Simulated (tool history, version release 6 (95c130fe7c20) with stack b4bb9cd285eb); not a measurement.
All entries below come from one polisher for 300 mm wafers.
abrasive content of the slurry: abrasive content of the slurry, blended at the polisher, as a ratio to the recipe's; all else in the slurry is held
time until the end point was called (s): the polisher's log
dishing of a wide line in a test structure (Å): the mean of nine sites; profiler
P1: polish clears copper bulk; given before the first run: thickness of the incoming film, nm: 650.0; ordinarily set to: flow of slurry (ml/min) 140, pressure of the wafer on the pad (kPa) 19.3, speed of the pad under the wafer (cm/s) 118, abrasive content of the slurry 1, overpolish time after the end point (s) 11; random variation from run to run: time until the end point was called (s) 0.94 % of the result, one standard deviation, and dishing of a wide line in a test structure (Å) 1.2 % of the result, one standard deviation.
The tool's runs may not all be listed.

run,hour,flow of slurry (ml/min),pressure of the wafer on the pad (kPa),speed of the pad under the wafer (cm/s),abrasive content of the slurry,overpolish time after the end point (s),wafers polished on this pad,hours since the slurry nozzle was cleaned,hours since the head pressure was calibrated,hours since the slurry blender was calibrated,time until the end point was called (s),dishing of a wide line in a test structure (Å)
1,6.4,140,19.3,118,1,11,352,417.7,144.4,76.4,70.639,585.64
2,13.7,140,11.7,118,1,11,405,425,151.7,83.7,114.3,387.83
3,21.5,140,19.3,118,1,20,461,432.8,159.5,91.5,69.533,834.19
4,33.1,140,19.3,170,1,11,544,444.4,171.1,103.1,48.911,731.7
5,43.4,140,19.3,56,1,11,618,454.7,181.4,113.4,147.78,340.52
6,52.2,140,19.3,118,1.4,3,682,463.5,190.2,122.2,65.604,220.09
7,62.9,140,26.2,154,1,11,759,474.2,200.9,132.9,39.782,857.73
8,72.1,220,19.3,118,1,11,825,483.4,210.1,142.1,64.883,620.87
9,84.6,140,19.3,118,1,11,915,495.9,222.6,154.6,70.294,585.16
10,95.7,140,19.3,118,1.5,11,995,507,233.7,165.7,64.271,622.59
11,101.5,140,29.6,118,1,11,1036,512.8,239.5,171.5,46.482,827.06
12,109.8,85,19.3,118,1,11,1096,521.1,247.8,179.8,77.931,541.77
13,119.9,140,19.3,118,1,11,1169,531.2,257.9,189.9,70.792,578.44
14,126.3,140,19.3,118,0.65,11,1215,537.6,264.3,196.3,77.309,551.54
15,135.7,140,19.3,118,1,11,1283,547,273.7,205.7,70.603,594.68
16,144.4,140,19.3,118,1,11,1345,555.7,282.4,214.4,71.15,575.86
17,152.9,140,19.3,118,1,3,1406,564.2,290.9,222.9,70.263,204.82

What will run 18 give?
18,161.2,140,11,118,1.3,11,1466,572.5,299.2,231.2,?,?

time until the end point was called (s): 114.06
dishing of a wide line in a test structure (Å): 380.88

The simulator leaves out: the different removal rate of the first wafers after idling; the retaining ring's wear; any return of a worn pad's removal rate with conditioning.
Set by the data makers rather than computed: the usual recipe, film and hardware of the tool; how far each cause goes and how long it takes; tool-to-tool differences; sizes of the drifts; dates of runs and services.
